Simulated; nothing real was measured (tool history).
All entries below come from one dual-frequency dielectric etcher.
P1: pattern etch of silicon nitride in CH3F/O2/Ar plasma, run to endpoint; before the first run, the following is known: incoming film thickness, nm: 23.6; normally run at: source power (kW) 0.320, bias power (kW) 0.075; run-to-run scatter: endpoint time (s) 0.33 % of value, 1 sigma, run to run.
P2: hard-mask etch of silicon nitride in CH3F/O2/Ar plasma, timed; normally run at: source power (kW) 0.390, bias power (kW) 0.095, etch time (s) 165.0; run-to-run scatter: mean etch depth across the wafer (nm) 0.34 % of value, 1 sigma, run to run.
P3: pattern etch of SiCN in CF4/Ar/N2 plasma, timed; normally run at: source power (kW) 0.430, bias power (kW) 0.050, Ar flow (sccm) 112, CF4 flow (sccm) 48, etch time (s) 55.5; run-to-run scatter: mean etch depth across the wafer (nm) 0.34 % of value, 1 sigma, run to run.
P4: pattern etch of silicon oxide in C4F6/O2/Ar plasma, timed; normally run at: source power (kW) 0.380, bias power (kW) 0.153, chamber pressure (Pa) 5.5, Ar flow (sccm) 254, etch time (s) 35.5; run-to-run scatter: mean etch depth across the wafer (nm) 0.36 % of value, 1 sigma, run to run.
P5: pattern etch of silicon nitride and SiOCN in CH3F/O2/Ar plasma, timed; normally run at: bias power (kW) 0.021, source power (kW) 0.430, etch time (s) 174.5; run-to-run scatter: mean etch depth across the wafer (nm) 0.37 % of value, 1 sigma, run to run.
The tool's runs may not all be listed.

run,hour,process that ran,source power (kW),bias power (kW),etch time (s),Ar flow (sccm),CF4 flow (sccm),chamber pressure (Pa),endpoint time (s),mean etch depth across the wafer (nm)
1,8.6,P1,0.320,0.075,,,,,36.944,
2,14.1,P1,0.320,0.075,,,,,37.019,
3,20.8,P2,0.390,0.095,99.0,,,,,73.845
4,24.9,P1,0.320,0.075,,,,,36.865,
5,32.9,P5,0.340,0.021,174.5,,,,,21.733
6,40.6,P3,0.430,0.050,30.5,112,48,,,19.767
7,45.9,P2,0.390,0.095,165.0,,,,,121.920
8,52.9,P5,0.430,0.021,128.0,,,,,17.344
9,56.9,P1,0.320,0.075,,,,,36.840,
10,64.3,P4,0.380,0.153,35.5,254,,5.5,,100.630
11,72.0,P1,0.320,0.075,,,,,36.834,
12,76.6,P4,0.380,0.153,35.5,168,,5.5,,105.630
13,84.3,P4,0.380,0.153,35.5,254,,5.5,,100.510
14,89.7,P3,0.430,0.031,55.5,112,48,,,30.750
15,95.5,P4,0.380,0.153,21.5,254,,5.5,,60.792
16,103.5,P2,0.240,0.095,165.0,,,,,102.280
17,107.7,P5,0.430,0.021,174.5,,,,,23.668
18,115.1,P1,0.440,0.075,,,,,32.729,
19,122.9,P5,0.430,0.015,174.5,,,,,20.594
20,129.9,P3,0.430,0.050,55.5,134,48,,,34.826
21,134.1,P2,0.390,0.095,165.0,,,,,123.440
22,139.6,P1,0.320,0.099,,,,,33.177,
23,145.2,P5,0.430,0.021,174.5,,,,,23.666
24,150.7,P4,0.380,0.114,35.5,254,,5.5,,92.215
25,158.6,P3,0.430,0.050,55.5,112,48,,,35.986
26,167.3,P3,0.430,0.050,55.5,112,66,,,38.386
27,171.9,P1,0.260,0.075,,,,,39.907,
28,179.8,P4,0.380,0.153,35.5,254,,3.3,,107.030
29,184.8,P1,0.320,0.075,,,,,36.843,
30,190.5,P1,0.320,0.051,,,,,41.949,
# hour 198.6: wet clean of the chamber
31,199.1,P1,0.320,0.075,,,,,36.923,
32,207.3,P3,0.570,0.050,55.5,112,48,,,46.163
33,214.1,P4,0.470,0.153,35.5,254,,5.5,,109.040
34,221.5,P2,0.390,0.063,165.0,,,,,106.470
35,230.1,P1,0.410,0.088,,,,,31.590,
36,234.5,P1,0.320,0.075,,,,,36.956,
37,239.9,P1,0.320,0.075,,,,,36.920,
38,245.7,P1,0.320,0.075,,,,,37.215,
39,250.8,P1,0.320,0.075,,,,,37.370,
40,256.3,P1,0.320,0.075,,,,,37.363,
41,265.0,P1,0.320,0.075,,,,,37.312,
42,272.4,P1,0.320,0.075,,,,,37.487,
# hour 273.2: wet clean of the chamber
43,278.6,P1,0.320,0.075,,,,,37.347,
44,285.1,P1,0.320,0.075,,,,,37.451,
45,289.4,P1,0.320,0.075,,,,,37.381,

What P1 gives has crept away from where it was. These 2 causes fit the log equally well, each at the size given:
A: source power that arrives under what is set, % = 4.27
B: bias power that arrives under what is set, % = 4.59
Onset of the creep was near hour 234.5.
Each remaining cause and why it is not a fit:
chamber walls in a state that lowers the etch rate, %: its service at hour 273.2 followed the start of the drift and did not put the process back to its old value

The list below offers 4 check runs, each averaging the results of 2 wafers, and shows each result as a question mark. For which of them would the listed causes give clearly different results?
check 1,293.7,P3,0.520,0.041,55.5,112,48,,,?
check 2,293.7,P4,0.380,0.153,35.5,191,,3.3,,?
check 3,293.7,P2,0.290,0.072,165.0,,,,,?
check 4,293.7,P5,0.350,0.021,174.5,,,,,?

If the cause were each of the candidates in turn, the checks would give the following:
check,result,if A,if B
check 1,mean etch depth across the wafer (nm),38.363,39.265
check 2,mean etch depth across the wafer (nm),108.470,108.780
check 3,mean etch depth across the wafer (nm),97.837,97.835
check 4,mean etch depth across the wafer (nm),21.762,21.639
Per check, the gap between the least separated pair of causes, taken in the result that splits them most: check 1 2.32 %; check 2 0.29 %; check 3 0 %; check 4 0.57 %
Only in check 1 would the causes give clearly different results; in the remaining checks their results would be nearly the same.

The results of check 1 are: mean etch depth across the wafer (nm) 39.207. Based on these, which of the listed causes is it?

B is the cause: bias power that arrives under what is set, %.

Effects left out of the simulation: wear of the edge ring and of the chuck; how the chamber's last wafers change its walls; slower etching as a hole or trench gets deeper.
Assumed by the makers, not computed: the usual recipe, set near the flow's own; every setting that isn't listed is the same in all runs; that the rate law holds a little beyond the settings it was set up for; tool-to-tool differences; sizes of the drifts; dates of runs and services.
